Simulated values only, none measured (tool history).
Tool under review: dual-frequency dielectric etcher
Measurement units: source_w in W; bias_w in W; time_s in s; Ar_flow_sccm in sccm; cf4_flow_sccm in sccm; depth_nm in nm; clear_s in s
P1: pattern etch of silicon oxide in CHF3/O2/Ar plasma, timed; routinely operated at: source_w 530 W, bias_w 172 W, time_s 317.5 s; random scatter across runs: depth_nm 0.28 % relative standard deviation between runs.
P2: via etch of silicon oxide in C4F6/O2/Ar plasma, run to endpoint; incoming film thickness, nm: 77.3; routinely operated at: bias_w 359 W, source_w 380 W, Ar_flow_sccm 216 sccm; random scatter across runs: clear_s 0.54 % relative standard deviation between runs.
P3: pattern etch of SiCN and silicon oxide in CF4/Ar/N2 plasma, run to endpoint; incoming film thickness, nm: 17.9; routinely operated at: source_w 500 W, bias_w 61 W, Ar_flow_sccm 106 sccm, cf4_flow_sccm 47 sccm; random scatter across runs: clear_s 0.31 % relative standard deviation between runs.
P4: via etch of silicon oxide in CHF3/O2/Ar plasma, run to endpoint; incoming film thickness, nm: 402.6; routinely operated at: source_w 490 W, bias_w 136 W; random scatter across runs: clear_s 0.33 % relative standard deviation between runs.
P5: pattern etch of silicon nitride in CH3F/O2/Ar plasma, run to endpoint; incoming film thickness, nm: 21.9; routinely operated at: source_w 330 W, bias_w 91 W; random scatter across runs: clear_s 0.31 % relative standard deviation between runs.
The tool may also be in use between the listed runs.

| run | hour | process | source_w | bias_w | time_s | Ar_flow_sccm | cf4_flow_sccm | depth_nm | clear_s |
|---|---|---|---|---|---|---|---|---|---|
| 1 | 6.6 | P1 | 530 | 172 | 317.5 |  |  | 575.89 |  |
| 2 | 15.2 | P5 | 420 | 91 |  |  |  |  | 28.332 |
| 3 | 25 | P1 | 660 | 172 | 185.5 |  |  | 368.85 |  |
| 4 | 35.5 | P1 | 530 | 141 | 317.5 |  |  | 542.98 |  |
| 5 | 50.1 | P4 | 490 | 89 |  |  |  |  | 276.55 |
|  | 55.4 | source power generator calibrated |
| 6 | 56.8 | P1 | 530 | 222 | 317.5 |  |  | 630.82 |  |
| 7 | 69.9 | P1 | 620 | 172 | 180 |  |  | 347.05 |  |
| 8 | 82.8 | P2 | 380 | 359 |  | 216 |  |  | 19.69 |
| 9 | 96.6 | P2 | 380 | 504 |  | 216 |  |  | 17.306 |
| 10 | 104 | P1 | 530 | 172 | 400.5 |  |  | 729.8 |  |
| 11 | 118.6 | P3 | 500 | 61 |  | 69 | 47 |  | 20.06 |
| 12 | 130.8 | P3 | 310 | 61 |  | 106 | 47 |  | 32.59 |
| 13 | 145.8 | P2 | 380 | 359 |  | 293 |  |  | 20.264 |
| 14 | 154.7 | P1 | 530 | 172 | 317.5 |  |  | 580.92 |  |
| 15 | 162.7 | P1 | 530 | 172 | 174.5 |  |  | 316.02 |  |
| 16 | 174.9 | P1 | 530 | 172 | 317.5 |  |  | 581.43 |  |
| 17 | 187.1 | P1 | 700 | 172 | 317.5 |  |  | 643.61 |  |
| 18 | 196.5 | P1 | 310 | 172 | 317.5 |  |  | 473.37 |  |
| 19 | 204.6 | P5 | 330 | 124 |  |  |  |  | 27.824 |
| 20 | 219.5 | P2 | 220 | 359 |  | 216 |  |  | 24.182 |
| 21 | 226.8 | P3 | 500 | 61 |  | 106 | 63 |  | 20.511 |
| 22 | 234.5 | P2 | 380 | 359 |  | 216 |  |  | 19.591 |
| 23 | 241.6 | P3 | 500 | 37 |  | 106 | 47 |  | 25.308 |
| 24 | 252.5 | P1 | 530 | 172 | 317.5 |  |  | 578.22 |  |
| 25 | 259.6 | P1 | 530 | 227 | 224 |  |  | 451.01 |  |
| 26 | 267.8 | P3 | 500 | 61 |  | 106 | 47 |  | 21.534 |
| 27 | 279.5 | P4 | 390 | 136 |  |  |  |  | 264.77 |
| 28 | 287.2 | P4 | 490 | 136 |  |  |  |  | 242.85 |
| 29 | 295.4 | P1 | 530 | 172 | 317.5 |  |  | 579.29 |  |
| 30 | 307.4 | P5 | 330 | 91 |  |  |  |  | 31.013 |
| 31 | 314.6 | P1 | 530 | 172 | 317.5 |  |  | 579.25 |  |
| 32 | 324 | P3 | 500 | 61 |  | 106 | 47 |  | 21.647 |
| 33 | 337.4 | P1 | 530 | 172 | 317.5 |  |  | 579.19 |  |
| 34 | 346.9 | P1 | 530 | 172 | 317.5 |  |  | 576.41 |  |
| 35 | 359.5 | P1 | 530 | 172 | 317.5 |  |  | 582.17 |  |
| 36 | 368.7 | P1 | 530 | 172 | 317.5 |  |  | 583.6 |  |
| 37 | 381.6 | P1 | 530 | 172 | 317.5 |  |  | 585.23 |  |
| 38 | 395.1 | P1 | 530 | 172 | 317.5 |  |  | 587.88 |  |
|  | 395.5 | wet clean of the chamber |
| 39 | 409 | P1 | 530 | 172 | 317.5 |  |  | 585.7 |  |
| 40 | 416 | P1 | 530 | 172 | 317.5 |  |  | 585.31 |  |
| 41 | 424.6 | P1 | 530 | 172 | 317.5 |  |  | 592.03 |  |
| 42 | 435.7 | P1 | 530 | 172 | 317.5 |  |  | 588.35 |  |
| 43 | 449.1 | P1 | 530 | 172 | 317.5 |  |  | 590.65 |  |
| 44 | 461.7 | P1 | 530 | 172 | 317.5 |  |  | 588.36 |  |
| 45 | 473.4 | P1 | 530 | 172 | 317.5 |  |  | 585.24 |  |

Something has made what P1 gives creep away from where it was; the 2 causes below, each at its own stated size, fit the log equally well:
A: source power that arrives over what is set, % = 4
B: bias power that arrives over what is set, % = 4.54
The gradual shift began around hour 346.9.
All other causes, with the reason each is excluded:
chamber walls in a state that raises the etch rate, %: serviced at hour 395.5, after the change had begun; the process did not return to its earlier output

Which of the check runs below tells the causes apart, meaning the causes would give it clearly different results? Each run uses 2 wafers whose results are averaged, and each result is shown as a question mark.
| check 1 | 485.1 | P5 | 330 | 123 |  |  |  |  | ? |
| check 2 | 485.1 | P2 | 320 | 359 |  | 216 |  |  | ? |
| check 3 | 485.1 | P3 | 360 | 37 |  | 106 | 47 |  | ? |
| check 4 | 485.1 | P4 | 490 | 94 |  |  |  |  | ? |

What every check run would give for each of its results, assuming each possible cause in turn:
| check | result | if A | if B |
|---|---|---|---|
| check 1 | clear_s | 27.312 | 27.237 |
| check 2 | clear_s | 20.607 | 20.578 |
| check 3 | clear_s | 32.789 | 33.474 |
| check 4 | clear_s | 266.82 | 267.47 |
How far apart the two closest causes lie, in the result that separates them most: check 1 0.27 %; check 2 0.14 %; check 3 2.07 %; check 4 0.24 %
Check 3 distinguishes between the causes, while the remaining checks would return nearly the same result for all of them.

Check 3 has now been run. It gave: clear_s 32.735 s. Which of the candidate causes is it?

Of the candidate causes, it is A: source power that arrives over what is set, %.

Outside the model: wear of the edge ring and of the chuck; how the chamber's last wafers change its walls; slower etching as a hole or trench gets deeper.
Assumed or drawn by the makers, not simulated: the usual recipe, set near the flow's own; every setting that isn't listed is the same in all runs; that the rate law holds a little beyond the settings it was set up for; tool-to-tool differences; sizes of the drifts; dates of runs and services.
